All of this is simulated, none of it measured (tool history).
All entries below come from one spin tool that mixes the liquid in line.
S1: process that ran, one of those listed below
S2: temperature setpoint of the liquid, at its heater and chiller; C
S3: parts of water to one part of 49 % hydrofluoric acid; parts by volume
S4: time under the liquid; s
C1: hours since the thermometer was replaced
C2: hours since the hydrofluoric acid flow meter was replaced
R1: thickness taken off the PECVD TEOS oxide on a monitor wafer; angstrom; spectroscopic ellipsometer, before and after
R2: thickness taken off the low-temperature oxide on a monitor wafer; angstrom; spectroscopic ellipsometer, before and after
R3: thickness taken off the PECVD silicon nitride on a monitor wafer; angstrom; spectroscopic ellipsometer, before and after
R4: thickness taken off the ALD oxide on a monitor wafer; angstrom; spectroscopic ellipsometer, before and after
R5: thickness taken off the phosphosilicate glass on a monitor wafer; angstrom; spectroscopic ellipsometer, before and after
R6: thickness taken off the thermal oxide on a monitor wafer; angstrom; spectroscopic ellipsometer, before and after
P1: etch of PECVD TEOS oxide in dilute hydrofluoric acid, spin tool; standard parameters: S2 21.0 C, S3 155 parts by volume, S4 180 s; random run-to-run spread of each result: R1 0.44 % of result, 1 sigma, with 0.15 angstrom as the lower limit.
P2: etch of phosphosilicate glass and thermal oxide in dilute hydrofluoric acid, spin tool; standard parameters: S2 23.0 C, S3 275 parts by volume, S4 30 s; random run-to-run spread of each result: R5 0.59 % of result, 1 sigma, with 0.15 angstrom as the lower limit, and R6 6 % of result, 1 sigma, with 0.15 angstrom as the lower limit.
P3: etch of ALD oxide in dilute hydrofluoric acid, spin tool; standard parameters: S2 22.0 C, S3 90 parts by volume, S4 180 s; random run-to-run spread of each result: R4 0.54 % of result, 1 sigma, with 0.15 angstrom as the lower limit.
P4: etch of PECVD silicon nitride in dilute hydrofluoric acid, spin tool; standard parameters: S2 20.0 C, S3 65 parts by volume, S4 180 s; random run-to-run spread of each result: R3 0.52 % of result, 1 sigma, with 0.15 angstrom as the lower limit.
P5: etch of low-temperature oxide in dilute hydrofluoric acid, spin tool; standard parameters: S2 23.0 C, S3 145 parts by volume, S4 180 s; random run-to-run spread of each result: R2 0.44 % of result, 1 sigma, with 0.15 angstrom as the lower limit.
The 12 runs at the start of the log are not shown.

| run | hour | S1 | S2 | S3 | S4 | C1 | C2 | R1 | R2 | R3 | R4 | R5 | R6 |
|---|---|---|---|---|---|---|---|---|---|---|---|---|---|
| 13 | 182.2 | P2 | 17.5 | 275 | 30 | 756.5 | 406.0 |  |  |  |  | 42.436 | 3.2051 |
| 14 | 193.0 | P1 | 21.0 | 155 | 180 | 767.3 | 416.8 | 96.3300 |  |  |  |  |  |
| 15 | 201.3 | P1 | 26.5 | 155 | 45 | 775.6 | 425.1 | 29.9550 |  |  |  |  |  |
| 16 | 219.1 | P5 | 23.0 | 90 | 180 | 793.4 | 442.9 |  | 457.98 |  |  |  |  |
| 17 | 233.1 | P5 | 29.0 | 145 | 180 | 807.4 | 456.9 |  | 334.61 |  |  |  |  |
| 18 | 241.3 | P1 | 21.0 | 155 | 15 | 815.6 | 465.1 | 8.3752 |  |  |  |  |  |
| 19 | 249.3 | P1 | 17.0 | 155 | 180 | 823.6 | 473.1 | 82.4460 |  |  |  |  |  |
| 20 | 264.5 | P3 | 22.0 | 30 | 180 | 838.8 | 488.3 |  |  |  | 953.300 |  |  |
| 21 | 278.1 | P2 | 23.0 | 275 | 60 | 852.4 | 501.9 |  |  |  |  | 103.890 | 7.6930 |
| 22 | 295.0 | P1 | 17.0 | 155 | 320 | 869.3 | 518.8 | 146.8900 |  |  |  |  |  |
|  | 309.8 | thermometer replaced |
| 23 | 311.1 | P2 | 23.0 | 275 | 30 | 1.3 | 534.9 |  |  |  |  | 52.346 | 3.7458 |
| 24 | 323.0 | P5 | 23.0 | 145 | 180 | 13.2 | 546.8 |  | 267.74 |  |  |  |  |
| 25 | 339.5 | P1 | 21.0 | 155 | 180 | 29.7 | 563.3 | 96.4730 |  |  |  |  |  |
| 26 | 354.4 | P2 | 23.0 | 440 | 30 | 44.6 | 578.2 |  |  |  |  | 28.163 | 2.1649 |
| 27 | 371.8 | P1 | 21.0 | 25 | 180 | 62.0 | 595.6 | 689.2300 |  |  |  |  |  |
| 28 | 382.6 | P3 | 26.5 | 90 | 180 | 72.8 | 606.4 |  |  |  | 355.060 |  |  |
| 29 | 394.8 | P4 | 20.0 | 65 | 180 | 85.0 | 618.6 |  |  | 53.6070 |  |  |  |
| 30 | 410.4 | P4 | 20.0 | 100 | 180 | 100.6 | 634.2 |  |  | 35.1210 |  |  |  |
| 31 | 419.0 | P1 | 21.0 | 155 | 180 | 109.2 | 642.8 | 96.6830 |  |  |  |  |  |
| 32 | 433.4 | P1 | 21.0 | 155 | 180 | 123.6 | 657.2 | 91.5400 |  |  |  |  |  |
| 33 | 443.3 | P1 | 21.0 | 155 | 180 | 133.5 | 667.1 | 90.4360 |  |  |  |  |  |
| 34 | 459.6 | P1 | 21.0 | 155 | 180 | 149.8 | 683.4 | 90.0180 |  |  |  |  |  |

For run 35, what comes out?
| 35 | 474.1 | P1 | 21.0 | 155 | 180 | 164.3 | 697.9 | ? |  |  |  |  |  |

{"run 35": {"R1": 87.749}}
